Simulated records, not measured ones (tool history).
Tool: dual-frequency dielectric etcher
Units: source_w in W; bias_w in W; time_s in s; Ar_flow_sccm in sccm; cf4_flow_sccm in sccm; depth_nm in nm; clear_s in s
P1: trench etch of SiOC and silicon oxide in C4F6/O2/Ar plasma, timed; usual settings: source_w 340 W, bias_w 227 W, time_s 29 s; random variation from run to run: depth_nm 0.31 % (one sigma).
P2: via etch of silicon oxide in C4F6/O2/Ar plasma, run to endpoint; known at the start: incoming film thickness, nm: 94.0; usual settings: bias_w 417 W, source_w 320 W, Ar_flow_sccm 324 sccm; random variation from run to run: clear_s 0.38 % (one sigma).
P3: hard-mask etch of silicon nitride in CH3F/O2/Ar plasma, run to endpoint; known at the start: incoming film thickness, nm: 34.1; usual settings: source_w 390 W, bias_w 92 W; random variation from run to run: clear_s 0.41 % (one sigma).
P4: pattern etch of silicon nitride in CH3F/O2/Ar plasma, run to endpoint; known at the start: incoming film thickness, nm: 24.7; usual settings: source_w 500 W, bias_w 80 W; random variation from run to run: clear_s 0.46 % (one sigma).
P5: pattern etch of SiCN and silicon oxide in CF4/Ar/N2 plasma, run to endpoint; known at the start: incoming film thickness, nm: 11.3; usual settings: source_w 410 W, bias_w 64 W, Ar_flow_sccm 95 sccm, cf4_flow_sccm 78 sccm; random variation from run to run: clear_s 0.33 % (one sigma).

run,hour,process,source_w,bias_w,time_s,Ar_flow_sccm,cf4_flow_sccm,hours since the last wet clean,hours since the last source power generator calibration,hours since the last bias power generator calibration,depth_nm,clear_s
1,9,P1,340,227,29,,,187.8,2750,892.5,57.488,
2,19.2,P1,340,227,16.5,,,198,2760.2,902.7,32.942,
3,31.7,P1,340,227,29,,,210.5,2772.7,915.2,57.637,
4,39.6,P1,340,155,29,,,218.4,2780.6,923.1,50.759,
5,47.4,P3,550,92,,,,226.2,2788.4,930.9,,39.871
6,54.3,P3,390,59,,,,233.1,2795.3,937.8,,53.258
7,64.2,P1,340,291,29,,,243,2805.2,947.7,62.535,
8,75.8,P2,320,242,,324,,254.6,2816.8,959.3,,29.737
9,85.6,P2,320,417,,200,,264.4,2826.6,969.1,,23.318
10,94.2,P5,410,64,,95,108,273,2835.2,977.7,,13.898
11,102,P1,340,227,29,,,280.8,2843,985.5,57.475,
12,113.7,P5,410,64,,95,78,292.5,2854.7,997.2,,14.45
13,123.5,P3,390,92,,,,302.3,2864.5,1007,,45.444
14,131.5,P2,320,417,,324,,310.3,2872.5,1015,,24.48
15,142.1,P4,500,110,,,,320.9,2883.1,1025.6,,27.302
16,151.3,P1,260,160,29,,,330.1,2892.3,1034.8,46.249,
17,160,P1,340,280,16.5,,,338.8,2901,1043.5,35.348,
18,168.7,P2,250,417,,324,,347.5,2909.7,1052.2,,26.96
19,175.2,P5,410,43,,95,78,354,2916.2,1058.7,,16.391
20,187.6,P5,320,64,,95,78,366.4,2928.6,1071.1,,18.102
21,194.3,P1,210,227,29,,,373.1,2935.3,1077.8,48.152,
22,206,P1,340,227,29,,,384.8,2947,1089.5,57.399,
23,214.8,P4,310,80,,,,393.6,2955.8,1098.3,,36.755
24,220.7,P1,340,227,42,,,399.5,2961.7,1104.2,83.908,
25,226.6,P1,340,227,29,,,405.4,2967.6,1110.1,57.449,

Run 26 comes next. What will it give?
26,233.3,P4,500,80,,,,412.1,2974.3,1116.8,,?

clear_s: 30.589 s

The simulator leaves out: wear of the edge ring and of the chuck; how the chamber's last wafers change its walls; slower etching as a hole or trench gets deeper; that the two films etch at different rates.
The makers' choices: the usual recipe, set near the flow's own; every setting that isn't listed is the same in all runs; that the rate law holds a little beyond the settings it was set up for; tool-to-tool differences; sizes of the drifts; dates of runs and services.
